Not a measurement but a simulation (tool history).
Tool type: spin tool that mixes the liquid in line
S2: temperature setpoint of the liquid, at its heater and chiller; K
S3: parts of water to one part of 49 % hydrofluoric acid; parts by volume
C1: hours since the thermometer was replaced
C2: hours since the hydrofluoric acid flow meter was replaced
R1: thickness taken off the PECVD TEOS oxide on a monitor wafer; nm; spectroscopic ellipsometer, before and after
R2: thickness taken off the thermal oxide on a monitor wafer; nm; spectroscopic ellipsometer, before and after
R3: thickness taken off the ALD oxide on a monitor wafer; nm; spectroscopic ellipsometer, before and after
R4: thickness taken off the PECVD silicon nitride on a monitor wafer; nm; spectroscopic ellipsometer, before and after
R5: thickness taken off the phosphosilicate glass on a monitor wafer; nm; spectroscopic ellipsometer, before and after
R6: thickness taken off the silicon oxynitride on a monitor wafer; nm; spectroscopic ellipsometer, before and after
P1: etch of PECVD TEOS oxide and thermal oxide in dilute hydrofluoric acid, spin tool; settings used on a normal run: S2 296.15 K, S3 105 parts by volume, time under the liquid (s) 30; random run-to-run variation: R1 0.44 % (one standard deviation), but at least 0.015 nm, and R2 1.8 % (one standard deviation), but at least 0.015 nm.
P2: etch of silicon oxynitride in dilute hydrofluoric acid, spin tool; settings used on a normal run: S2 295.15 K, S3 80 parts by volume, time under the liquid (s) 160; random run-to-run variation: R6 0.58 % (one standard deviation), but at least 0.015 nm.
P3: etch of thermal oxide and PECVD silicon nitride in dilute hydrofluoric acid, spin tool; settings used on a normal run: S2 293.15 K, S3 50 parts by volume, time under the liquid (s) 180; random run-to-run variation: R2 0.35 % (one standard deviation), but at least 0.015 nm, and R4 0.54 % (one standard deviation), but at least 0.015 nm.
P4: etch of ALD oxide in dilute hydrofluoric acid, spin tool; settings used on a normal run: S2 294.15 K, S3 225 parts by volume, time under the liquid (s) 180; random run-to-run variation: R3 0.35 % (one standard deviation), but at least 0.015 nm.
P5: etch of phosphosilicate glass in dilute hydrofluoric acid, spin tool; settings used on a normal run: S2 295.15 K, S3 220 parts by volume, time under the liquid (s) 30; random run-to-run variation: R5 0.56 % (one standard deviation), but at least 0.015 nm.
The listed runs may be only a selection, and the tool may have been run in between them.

Run 1, hour 17.0: process that ran P1, S2 296.15 K, S3 105 parts by volume, time under the liquid (s) 30; C1 856.2; C2 479.5. Result: R1 6.6350 nm, R2 1.31260 nm.
Run 2, hour 33.4: process that ran P4, S2 294.15 K, S3 45 parts by volume, time under the liquid (s) 180; C1 872.6; C2 495.9. Result: R3 36.0400 nm.
Run 3, hour 50.2: process that ran P3, S2 297.15 K, S3 50 parts by volume, time under the liquid (s) 180; C1 889.4; C2 512.7. Result: R2 18.00100 nm, R4 20.2660 nm.
Run 4, hour 67.5: process that ran P5, S2 295.15 K, S3 220 parts by volume, time under the liquid (s) 30; C1 906.7; C2 530.0. Result: R5 16.4060 nm.
Run 5, hour 82.8: process that ran P2, S2 295.15 K, S3 80 parts by volume, time under the liquid (s) 160; C1 922.0; C2 545.3. Result: R6 9.0119 nm.
Run 6, hour 94.1: process that ran P4, S2 294.15 K, S3 225 parts by volume, time under the liquid (s) 90; C1 933.3; C2 556.6. Result: R3 2.9449 nm.
Run 7, hour 109.7: process that ran P5, S2 290.15 K, S3 220 parts by volume, time under the liquid (s) 30; C1 948.9; C2 572.2. Result: R5 13.5580 nm.
Run 8, hour 126.2: process that ran P2, S2 302.15 K, S3 80 parts by volume, time under the liquid (s) 160; C1 965.4; C2 588.7. Result: R6 12.4650 nm.
Run 9, hour 139.8: process that ran P5, S2 295.15 K, S3 220 parts by volume, time under the liquid (s) 15; C1 979.0; C2 602.3. Result: R5 8.2031 nm.
Run 10, hour 148.5: process that ran P4, S2 294.15 K, S3 225 parts by volume, time under the liquid (s) 180; C1 987.7; C2 611.0. Result: R3 5.9611 nm.
Run 11, hour 160.4: process that ran P1, S2 296.15 K, S3 25 parts by volume, time under the liquid (s) 30; C1 999.6; C2 622.9. Result: R1 30.6310 nm, R2 6.13370 nm.
Run 12, hour 171.1: process that ran P5, S2 295.15 K, S3 110 parts by volume, time under the liquid (s) 30; C1 1010.3; C2 633.6. Result: R5 36.9230 nm.
Run 13, hour 181.7: process that ran P1, S2 296.15 K, S3 105 parts by volume, time under the liquid (s) 30; C1 1020.9; C2 644.2. Result: R1 6.6042 nm, R2 1.31020 nm.
Run 14, hour 191.8: process that ran P3, S2 293.15 K, S3 50 parts by volume, time under the liquid (s) 180; C1 1031.0; C2 654.3. Result: R2 15.19700 nm, R4 15.3280 nm.
Run 15, hour 210.1: process that ran P2, S2 295.15 K, S3 80 parts by volume, time under the liquid (s) 280; C1 1049.3; C2 672.6. Result: R6 15.7590 nm.
Run 16, hour 224.3: process that ran P5, S2 295.15 K, S3 220 parts by volume, time under the liquid (s) 30; C1 1063.5; C2 686.8. Result: R5 16.4080 nm.
Run 17, hour 232.6: process that ran P4, S2 301.15 K, S3 225 parts by volume, time under the liquid (s) 180; C1 1071.8; C2 695.1. Result: R3 7.6034 nm.
Run 18, hour 248.4: process that ran P1, S2 296.15 K, S3 105 parts by volume, time under the liquid (s) 30; C1 1087.6; C2 710.9. Result: R1 6.6063 nm, R2 1.33820 nm.
Run 19, hour 261.8: process that ran P1, S2 296.15 K, S3 105 parts by volume, time under the liquid (s) 60; C1 1101.0; C2 724.3. Result: R1 13.1320 nm, R2 2.63500 nm.
Run 20, hour 273.5: process that ran P1, S2 296.15 K, S3 65 parts by volume, time under the liquid (s) 50; C1 1112.7; C2 736.0. Result: R1 18.5190 nm, R2 3.67770 nm.
Run 21, hour 282.3: process that ran P1, S2 296.15 K, S3 105 parts by volume, time under the liquid (s) 30; C1 1121.5; C2 744.8. Result: R1 6.6155 nm, R2 1.30540 nm.
Run 22, hour 296.4: process that ran P3, S2 293.15 K, S3 50 parts by volume, time under the liquid (s) 180; C1 1135.6; C2 758.9. Result: R2 15.17000 nm, R4 15.5050 nm.
Run 23, hour 312.3: process that ran P1, S2 296.15 K, S3 105 parts by volume, time under the liquid (s) 15; C1 1151.5; C2 774.8. Result: R1 3.2622 nm, R2 0.63488 nm.
Run 24, hour 324.0: process that ran P1, S2 296.15 K, S3 170 parts by volume, time under the liquid (s) 30; C1 1163.2; C2 786.5. Result: R1 3.7332 nm, R2 0.76389 nm.
Run 25, hour 333.0: process that ran P3, S2 293.15 K, S3 50 parts by volume, time under the liquid (s) 360; C1 1172.2; C2 795.5. Result: R2 30.44300 nm, R4 30.8580 nm.
Run 26, hour 345.2: process that ran P1, S2 302.15 K, S3 105 parts by volume, time under the liquid (s) 30; C1 1184.4; C2 807.7. Result: R1 8.2986 nm, R2 1.65020 nm.
Run 27, hour 361.0: process that ran P1, S2 292.15 K, S3 105 parts by volume, time under the liquid (s) 30; C1 1200.2; C2 823.5. Result: R1 5.5946 nm, R2 1.07030 nm.
Run 28, hour 371.1: process that ran P1, S2 296.15 K, S3 50 parts by volume, time under the liquid (s) 15; C1 1210.3; C2 833.6. Result: R1 7.3983 nm, R2 1.48540 nm.
Run 29, hour 381.3: process that ran P2, S2 295.15 K, S3 50 parts by volume, time under the liquid (s) 160; C1 1220.5; C2 843.8. Result: R6 14.7230 nm.
Run 30, hour 399.5: process that ran P1, S2 296.15 K, S3 105 parts by volume, time under the liquid (s) 30; C1 1238.7; C2 862.0. Result: R1 6.5825 nm, R2 1.27980 nm.
Run 31, hour 413.7: process that ran P3, S2 293.15 K, S3 80 parts by volume, time under the liquid (s) 180; C1 1252.9; C2 876.2. Result: R2 9.19910 nm, R4 9.6883 nm.
Run 32, hour 430.3: process that ran P1, S2 296.15 K, S3 105 parts by volume, time under the liquid (s) 30; C1 1269.5; C2 892.8. Result: R1 6.5470 nm, R2 1.31150 nm.
Run 33, hour 443.0: process that ran P1, S2 296.15 K, S3 40 parts by volume, time under the liquid (s) 15; C1 1282.2; C2 905.5. Result: R1 9.3386 nm, R2 1.90380 nm.
Run 34, hour 452.2: process that ran P1, S2 296.15 K, S3 105 parts by volume, time under the liquid (s) 30; C1 1291.4; C2 914.7. Result: R1 6.5838 nm, R2 1.30200 nm.
Run 35, hour 461.4: process that ran P1, S2 296.15 K, S3 105 parts by volume, time under the liquid (s) 30; C1 1300.6; C2 923.9. Result: R1 6.6460 nm, R2 1.36090 nm.
Run 36, hour 476.9: process that ran P1, S2 296.15 K, S3 105 parts by volume, time under the liquid (s) 30; C1 1316.1; C2 939.4. Result: R1 6.8493 nm, R2 1.35260 nm.
Run 37, hour 486.0: process that ran P1, S2 296.15 K, S3 105 parts by volume, time under the liquid (s) 30; C1 1325.2; C2 948.5. Result: R1 6.8075 nm, R2 1.41860 nm.
Run 38, hour 495.3: process that ran P1, S2 296.15 K, S3 105 parts by volume, time under the liquid (s) 30; C1 1334.5; C2 957.8. Result: R1 6.9093 nm, R2 1.37430 nm.
Run 39, hour 506.3: process that ran P1, S2 296.15 K, S3 105 parts by volume, time under the liquid (s) 30; C1 1345.5; C2 968.8. Result: R1 6.9251 nm, R2 1.37840 nm.
Run 40, hour 519.6: process that ran P1, S2 296.15 K, S3 105 parts by volume, time under the liquid (s) 30; C1 1358.8; C2 982.1. Result: R1 6.9950 nm, R2 1.40650 nm.
Run 41, hour 530.0: process that ran P1, S2 296.15 K, S3 105 parts by volume, time under the liquid (s) 30; C1 1369.2; C2 992.5. Result: R1 6.9530 nm, R2 1.37930 nm.
Run 42, hour 543.8: process that ran P1, S2 296.15 K, S3 105 parts by volume, time under the liquid (s) 30; C1 1383.0; C2 1006.3. Result: R1 6.8933 nm, R2 1.39580 nm.
Run 43, hour 557.3: process that ran P1, S2 296.15 K, S3 105 parts by volume, time under the liquid (s) 30; C1 1396.5; C2 1019.8. Result: R1 6.9573 nm, R2 1.43200 nm.

The output of P1 has drifted from where it used to be. Each of the 2 causes below, taken at the size shown beside it, accounts for the log equally well:
A: hydrofluoric acid flow above the setpoint (%) = 5.42
B: liquid hotter than its thermometer reads (K) = 1.5
The creep began at about hour 452.2.

Of the 4 check runs listed below, each run on one wafer and each result written as a question mark, which would let you distinguish the listed causes because they would give clearly different results?
Run check 1, hour 570.8: process that ran P5, S2 295.15 K, S3 145 parts by volume, time under the liquid (s) 30. Result: R5 ?.
Run check 2, hour 570.8: process that ran P2, S2 301.15 K, S3 80 parts by volume, time under the liquid (s) 160. Result: R6 ?.
Run check 3, hour 570.8: process that ran P3, S2 296.65 K, S3 50 parts by volume, time under the liquid (s) 355. Result: R2 ?, R4 ?.
Run check 4, hour 570.8: process that ran P4, S2 301.15 K, S3 60 parts by volume, time under the liquid (s) 180. Result: R3 ?.

Outcome of each check run for each possible cause:
  check  result      if A      if B
check 1      R5   28.6310   28.5540
check 2      R6   12.5920   12.7470
check 3      R2  36.85900  37.06100
check 3      R4   40.5530   42.6060
check 4      R3   37.4080   37.4740
Separation of the two closest causes in each check, using whichever result separates them best: check 1 0.27 %; check 2 1.22 %; check 3 4.94 %; check 4 0.18 %
Of the check runs offered, only check 3 discriminates between the causes; the rest would read about the same regardless of which cause applies.

Here is what check 3 returned: R2 36.98900 nm; R4 42.6760 nm. Which cause is it?

Of the candidate causes, it is B: liquid hotter than its thermometer reads (K).

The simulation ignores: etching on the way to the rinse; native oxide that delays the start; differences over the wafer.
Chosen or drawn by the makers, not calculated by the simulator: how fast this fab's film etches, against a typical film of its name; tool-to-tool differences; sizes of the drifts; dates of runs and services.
